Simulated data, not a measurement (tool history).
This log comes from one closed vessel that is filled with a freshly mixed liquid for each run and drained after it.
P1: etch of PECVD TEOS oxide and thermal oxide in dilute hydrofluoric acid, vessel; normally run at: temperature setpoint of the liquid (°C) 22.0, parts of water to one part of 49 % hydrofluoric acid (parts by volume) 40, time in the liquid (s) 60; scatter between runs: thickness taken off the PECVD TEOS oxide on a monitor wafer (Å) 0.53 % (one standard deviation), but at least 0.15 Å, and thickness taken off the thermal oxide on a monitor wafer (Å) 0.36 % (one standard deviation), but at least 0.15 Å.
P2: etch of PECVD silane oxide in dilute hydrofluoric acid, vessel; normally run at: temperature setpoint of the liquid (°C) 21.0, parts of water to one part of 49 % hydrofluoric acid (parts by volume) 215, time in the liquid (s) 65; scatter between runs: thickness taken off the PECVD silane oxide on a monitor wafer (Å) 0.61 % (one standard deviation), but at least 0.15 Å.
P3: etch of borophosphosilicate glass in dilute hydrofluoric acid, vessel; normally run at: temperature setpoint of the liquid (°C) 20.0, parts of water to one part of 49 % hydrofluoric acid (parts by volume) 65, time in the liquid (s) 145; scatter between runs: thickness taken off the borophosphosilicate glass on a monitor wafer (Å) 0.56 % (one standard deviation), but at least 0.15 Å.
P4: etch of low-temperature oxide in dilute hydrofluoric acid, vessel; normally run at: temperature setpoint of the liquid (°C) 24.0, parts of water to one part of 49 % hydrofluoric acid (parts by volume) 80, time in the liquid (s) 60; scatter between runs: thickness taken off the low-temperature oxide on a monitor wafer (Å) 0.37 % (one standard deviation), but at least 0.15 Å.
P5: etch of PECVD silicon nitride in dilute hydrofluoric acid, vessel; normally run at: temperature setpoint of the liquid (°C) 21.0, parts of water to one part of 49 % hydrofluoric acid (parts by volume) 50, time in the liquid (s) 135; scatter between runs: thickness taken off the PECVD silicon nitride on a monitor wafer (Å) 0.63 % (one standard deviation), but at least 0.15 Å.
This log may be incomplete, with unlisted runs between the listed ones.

run    day  process that ran  temperature setpoint of the liquid (°C)  parts of water to one part of 49 % hydrofluoric acid (parts by volume)  time in the liquid (s)  hours since the thermometer was replaced  hours since the hydrofluoric acid flow meter was replaced  thickness taken off the PECVD TEOS oxide on a monitor wafer (Å)  thickness taken off the thermal oxide on a monitor wafer (Å)  thickness taken off the borophosphosilicate glass on a monitor wafer (Å)  thickness taken off the PECVD silane oxide on a monitor wafer (Å)  thickness taken off the PECVD silicon nitride on a monitor wafer (Å)  thickness taken off the low-temperature oxide on a monitor wafer (Å)
  1  0.175                P1                                     22.0                                                                      40                      60                                     988.1                                                      411.3                                                           372.36                                                        71.240
  2  0.458                P3                                     20.0                                                                      90                     145                                     994.9                                                      418.1                                                                                                                                                                                                   423.46
  3  0.588                P2                                     21.0                                                                     215                      65                                     998.0                                                      421.2                                                                                                                                                                                                                                                                      43.048
  4  0.812                P1                                     29.5                                                                      20                      60                                    1003.4                                                      426.6                                                          1041.50                                                       199.750
  5  1.096                P1                                     26.0                                                                      40                      30                                    1010.2                                                      433.4                                                           218.81                                                        41.787
  6  1.338                P3                                     20.0                                                                      65                     145                                    1016.0                                                      439.2                                                                                                                                                                                                   606.07
  7  1.521                P1                                     22.0                                                                      40                      60                                    1020.4                                                      443.6                                                           369.66                                                        71.306
  8  1.733                P1                                     22.0                                                                      40                      30                                    1025.5                                                      448.7                                                           185.88                                                        35.707
  9  2.000                P1                                     17.0                                                                      40                      60                                    1031.9                                                      455.1                                                           300.83                                                        57.709
 10  2.171                P5                                     21.0                                                                      50                     255                                    1036.0                                                      459.2                                                                                                                                                                                                                                                                                                                                            95.745
 11  2.425                P1                                     22.0                                                                      40                      60                                    1042.1                                                      465.3                                                           372.81                                                        70.956
 12  2.671                P2                                     17.0                                                                     215                      65                                    1048.0                                                      471.2                                                                                                                                                                                                                                                                      37.139
 13  2.804                P4                                     17.0                                                                      80                      60                                    1051.2                                                      474.4                                                                                                                                                                                                                                                                                                                                                                                                                  200.13
 14  3.038                P1                                     22.0                                                                      40                      60                                    1056.8                                                      480.0                                                           371.93                                                        70.821
     3.058  -- hydrofluoric acid flow meter replaced
 15  3.292                P1                                     22.0                                                                      40                      60                                    1062.9                                                        5.6                                                           372.00                                                        70.866
 16  3.479                P1                                     22.0                                                                      40                     105                                    1067.4                                                       10.1                                                           655.08                                                       124.570
 17  3.633                P1                                     22.0                                                                      60                      60                                    1071.1                                                       13.8                                                           241.26                                                        46.545
 18  3.896                P5                                     21.0                                                                      50                     135                                    1077.4                                                       20.1                                                                                                                                                                                                                                                                                                                                            50.530
 19  4.038                P4                                     24.0                                                                      80                      60                                    1080.8                                                       23.5                                                                                                                                                                                                                                                                                                                                                                                                                  268.24
 20  4.208                P3                                     20.0                                                                      65                      30                                    1084.9                                                       27.6                                                                                                                                                                                                   125.09

Run 21, settings as shown, results not yet in. Your forecast:
 21  4.354                P4                                     24.0                                                                      80                      30                                    1088.4                                                       31.1                                                                                                                                                                                                                                                                                                                                                                                                                       ?

Run 21 measured thickness taken off the low-temperature oxide on a monitor wafer (Å) 133.13.
